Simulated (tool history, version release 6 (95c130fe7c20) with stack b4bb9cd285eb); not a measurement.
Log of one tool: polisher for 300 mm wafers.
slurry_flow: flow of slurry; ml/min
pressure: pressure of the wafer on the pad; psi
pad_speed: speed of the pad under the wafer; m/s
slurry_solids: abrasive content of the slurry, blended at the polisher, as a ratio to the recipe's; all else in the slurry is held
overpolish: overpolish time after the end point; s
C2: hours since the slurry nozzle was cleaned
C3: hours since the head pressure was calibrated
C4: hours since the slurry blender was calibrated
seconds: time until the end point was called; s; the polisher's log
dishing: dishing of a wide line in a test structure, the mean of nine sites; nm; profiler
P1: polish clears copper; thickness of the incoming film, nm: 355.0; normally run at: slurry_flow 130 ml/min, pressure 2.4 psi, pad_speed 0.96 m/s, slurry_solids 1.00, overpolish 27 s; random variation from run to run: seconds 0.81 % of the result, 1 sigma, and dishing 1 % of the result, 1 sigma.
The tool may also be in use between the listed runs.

Run 1, hour 6.5: slurry_flow 130 ml/min, pressure 2.4 psi, pad_speed 0.96 m/s, slurry_solids 1.00, overpolish 27 s; wafers polished on this pad 741; C2 291.9; C3 279.7; C4 110.7. Result: seconds 157.04 s, dishing 39.907 nm.
Run 2, hour 16.0: slurry_flow 130 ml/min, pressure 2.4 psi, pad_speed 0.96 m/s, slurry_solids 1.00, overpolish 8 s; wafers polished on this pad 779; C2 301.4; C3 289.2; C4 120.2. Result: seconds 155.90 s, dishing 13.521 nm.
Run 3, hour 27.7: slurry_flow 130 ml/min, pressure 2.4 psi, pad_speed 1.32 m/s, slurry_solids 1.00, overpolish 27 s; wafers polished on this pad 827; C2 313.1; C3 300.9; C4 131.9. Result: seconds 115.30 s, dishing 51.364 nm.
Run 4, hour 35.6: slurry_flow 130 ml/min, pressure 2.4 psi, pad_speed 0.96 m/s, slurry_solids 1.00, overpolish 27 s; wafers polished on this pad 859; C2 321.0; C3 308.8; C4 139.8. Result: seconds 156.93 s, dishing 39.703 nm.
Run 5, hour 43.6: slurry_flow 130 ml/min, pressure 1.2 psi, pad_speed 0.96 m/s, slurry_solids 1.00, overpolish 27 s; wafers polished on this pad 892; C2 329.0; C3 316.8; C4 147.8. Result: seconds 315.37 s, dishing 21.327 nm.
Run 6, hour 53.6: slurry_flow 130 ml/min, pressure 2.4 psi, pad_speed 0.96 m/s, slurry_solids 1.00, overpolish 54 s; wafers polished on this pad 932; C2 339.0; C3 326.8; C4 157.8. Result: seconds 158.32 s, dishing 69.008 nm.
Run 7, hour 63.0: slurry_flow 130 ml/min, pressure 3.6 psi, pad_speed 0.96 m/s, slurry_solids 1.00, overpolish 27 s; wafers polished on this pad 971; C2 348.4; C3 336.2; C4 167.2. Result: seconds 106.17 s, dishing 57.266 nm.
Run 8, hour 74.6: slurry_flow 130 ml/min, pressure 2.4 psi, pad_speed 0.96 m/s, slurry_solids 1.00, overpolish 27 s; wafers polished on this pad 1018; C2 360.0; C3 347.8; C4 178.8. Result: seconds 156.70 s, dishing 39.814 nm.
Run 9, hour 82.8: slurry_flow 130 ml/min, pressure 2.4 psi, pad_speed 0.62 m/s, slurry_solids 1.00, overpolish 27 s; wafers polished on this pad 1051; C2 368.2; C3 356.0; C4 187.0. Result: seconds 241.90 s, dishing 26.939 nm.
At hour 86.5: head pressure recalibrated.
Run 10, hour 92.4: slurry_flow 200 ml/min, pressure 2.4 psi, pad_speed 0.96 m/s, slurry_solids 1.00, overpolish 27 s; wafers polished on this pad 1090; C2 377.8; C3 5.9; C4 196.6. Result: seconds 146.56 s, dishing 42.371 nm.
Run 11, hour 104.2: slurry_flow 130 ml/min, pressure 2.4 psi, pad_speed 0.96 m/s, slurry_solids 1.00, overpolish 27 s; wafers polished on this pad 1138; C2 389.6; C3 17.7; C4 208.4. Result: seconds 157.78 s, dishing 39.892 nm.
Run 12, hour 114.8: slurry_flow 130 ml/min, pressure 2.4 psi, pad_speed 0.96 m/s, slurry_solids 1.00, overpolish 27 s; wafers polished on this pad 1181; C2 400.2; C3 28.3; C4 219.0. Result: seconds 158.21 s, dishing 39.705 nm.
Run 13, hour 124.2: slurry_flow 130 ml/min, pressure 2.4 psi, pad_speed 0.96 m/s, slurry_solids 0.55, overpolish 27 s; wafers polished on this pad 1220; C2 409.6; C3 37.7; C4 228.4. Result: seconds 180.82 s, dishing 37.130 nm.
Run 14, hour 130.5: slurry_flow 130 ml/min, pressure 2.4 psi, pad_speed 0.96 m/s, slurry_solids 1.35, overpolish 27 s; wafers polished on this pad 1245; C2 415.9; C3 44.0; C4 234.7. Result: seconds 149.38 s, dishing 41.973 nm.
Run 15, hour 142.6: slurry_flow 180 ml/min, pressure 2.4 psi, pad_speed 0.96 m/s, slurry_solids 1.25, overpolish 27 s; wafers polished on this pad 1295; C2 428.0; C3 56.1; C4 246.8. Result: seconds 143.46 s, dishing 43.710 nm.
Run 16, hour 149.5: slurry_flow 130 ml/min, pressure 2.4 psi, pad_speed 0.96 m/s, slurry_solids 1.00, overpolish 27 s; wafers polished on this pad 1323; C2 434.9; C3 63.0; C4 253.7. Result: seconds 160.27 s, dishing 39.386 nm.
Run 17, hour 160.2: slurry_flow 130 ml/min, pressure 2.4 psi, pad_speed 0.96 m/s, slurry_solids 1.00, overpolish 27 s; wafers polished on this pad 1366; C2 445.6; C3 73.7; C4 264.4. Result: seconds 157.98 s, dishing 39.544 nm.
Run 18, hour 166.2: slurry_flow 95 ml/min, pressure 2.4 psi, pad_speed 0.96 m/s, slurry_solids 1.00, overpolish 27 s; wafers polished on this pad 1391; C2 451.6; C3 79.7; C4 270.4. Result: seconds 171.79 s, dishing 38.163 nm.
Run 19, hour 176.8: slurry_flow 170 ml/min, pressure 1.4 psi, pad_speed 0.96 m/s, slurry_solids 1.00, overpolish 27 s; wafers polished on this pad 1434; C2 462.2; C3 90.3; C4 281.0. Result: seconds 256.91 s, dishing 25.197 nm.
Run 20, hour 186.0: slurry_flow 130 ml/min, pressure 2.4 psi, pad_speed 0.96 m/s, slurry_solids 1.00, overpolish 27 s; wafers polished on this pad 1471; C2 471.4; C3 99.5; C4 290.2. Result: seconds 159.80 s, dishing 40.621 nm.
Run 21, hour 197.8: slurry_flow 130 ml/min, pressure 2.4 psi, pad_speed 0.96 m/s, slurry_solids 1.00, overpolish 27 s; wafers polished on this pad 1519; C2 483.2; C3 111.3; C4 302.0. Result: seconds 163.48 s, dishing 38.317 nm.
Run 22, hour 207.2: slurry_flow 130 ml/min, pressure 2.4 psi, pad_speed 0.96 m/s, slurry_solids 1.00, overpolish 27 s; wafers polished on this pad 1557; C2 492.6; C3 120.7; C4 311.4. Result: seconds 171.14 s, dishing 38.145 nm.
Run 23, hour 218.0: slurry_flow 130 ml/min, pressure 2.4 psi, pad_speed 0.96 m/s, slurry_solids 1.00, overpolish 27 s; wafers polished on this pad 1601; C2 503.4; C3 131.5; C4 322.2. Result: seconds 171.17 s, dishing 37.179 nm.
Run 24, hour 228.8: slurry_flow 130 ml/min, pressure 2.4 psi, pad_speed 0.96 m/s, slurry_solids 1.00, overpolish 27 s; wafers polished on this pad 1645; C2 514.2; C3 142.3; C4 333.0. Result: seconds 176.06 s, dishing 36.681 nm.
Run 25, hour 237.4: slurry_flow 130 ml/min, pressure 2.4 psi, pad_speed 0.96 m/s, slurry_solids 1.00, overpolish 27 s; wafers polished on this pad 1680; C2 522.8; C3 150.9; C4 341.6. Result: seconds 177.33 s, dishing 37.168 nm.
At hour 241.2: slurry blender recalibrated.
Run 26, hour 248.2: slurry_flow 130 ml/min, pressure 2.4 psi, pad_speed 0.96 m/s, slurry_solids 1.00, overpolish 27 s; wafers polished on this pad 1724; C2 533.6; C3 161.7; C4 7.1. Result: seconds 180.30 s, dishing 37.056 nm.
At hour 252.3: head pressure recalibrated.
Run 27, hour 255.3: slurry_flow 130 ml/min, pressure 2.4 psi, pad_speed 0.96 m/s, slurry_solids 1.00, overpolish 27 s; wafers polished on this pad 1753; C2 540.7; C3 3.0; C4 14.2. Result: seconds 177.99 s, dishing 37.007 nm.
Run 28, hour 266.9: slurry_flow 130 ml/min, pressure 2.4 psi, pad_speed 0.96 m/s, slurry_solids 1.00, overpolish 27 s; wafers polished on this pad 1800; C2 552.3; C3 14.6; C4 25.8. Result: seconds 176.44 s, dishing 36.396 nm.
Run 29, hour 273.4: slurry_flow 130 ml/min, pressure 2.4 psi, pad_speed 0.96 m/s, slurry_solids 1.00, overpolish 27 s; wafers polished on this pad 1827; C2 558.8; C3 21.1; C4 32.3. Result: seconds 178.86 s, dishing 36.672 nm.
Run 30, hour 279.2: slurry_flow 130 ml/min, pressure 2.4 psi, pad_speed 0.96 m/s, slurry_solids 1.00, overpolish 27 s; wafers polished on this pad 1850; C2 564.6; C3 26.9; C4 38.1. Result: seconds 179.94 s, dishing 36.379 nm.

What P1 gives has crept away from where it was. These 2 causes fit the log equally well, each at the size given:
A: slurry flow missing at the pad, % = 37.8
B: removal rate lost through wear of the pad, % = 11
The creep began at about hour 186.0.
Why every other cause is out:
head's pressure below its setpoint, %: serviced at hour 252.3, which brought nothing back
abrasive missing from the slurry, %: serviced at hour 241.2, which brought nothing back

4 check runs are offered, each on 3 wafers whose results are averaged, their results left as question marks. Which one tells the causes apart?
Run check 1, hour 285.0: slurry_flow 130 ml/min, pressure 2.4 psi, pad_speed 0.96 m/s, slurry_solids 1.25, overpolish 27 s. Result: seconds ?, dishing ?.
Run check 2, hour 285.0: slurry_flow 195 ml/min, pressure 2.4 psi, pad_speed 0.96 m/s, slurry_solids 1.00, overpolish 27 s. Result: seconds ?, dishing ?.
Run check 3, hour 285.0: slurry_flow 130 ml/min, pressure 3.4 psi, pad_speed 0.96 m/s, slurry_solids 1.00, overpolish 27 s. Result: seconds ?, dishing ?.
Run check 4, hour 285.0: slurry_flow 130 ml/min, pressure 2.4 psi, pad_speed 0.96 m/s, slurry_solids 0.70, overpolish 46 s. Result: seconds ?, dishing ?.

What each check would give under each cause:
  check   result    if A    if B
check 1  seconds  169.33  169.42
check 1  dishing  37.815  37.798
check 2  seconds  160.50  166.41
check 2  dishing  39.554  38.374
check 3  seconds  125.46  125.53
check 3  dishing  49.394  49.372
check 4  seconds  191.53  191.64
check 4  dishing  52.698  52.676
How far apart the two closest causes lie, in the result that separates them most: check 1 0.05 %; check 2 3.61 %; check 3 0.05 %; check 4 0.05 %
Check 2 tells the causes apart: in the others they would give nearly the same result.

Check 2 was then run and gave: seconds 166.52 s; dishing 38.506 nm. Which cause is it?

It is B: removal rate lost through wear of the pad, %.
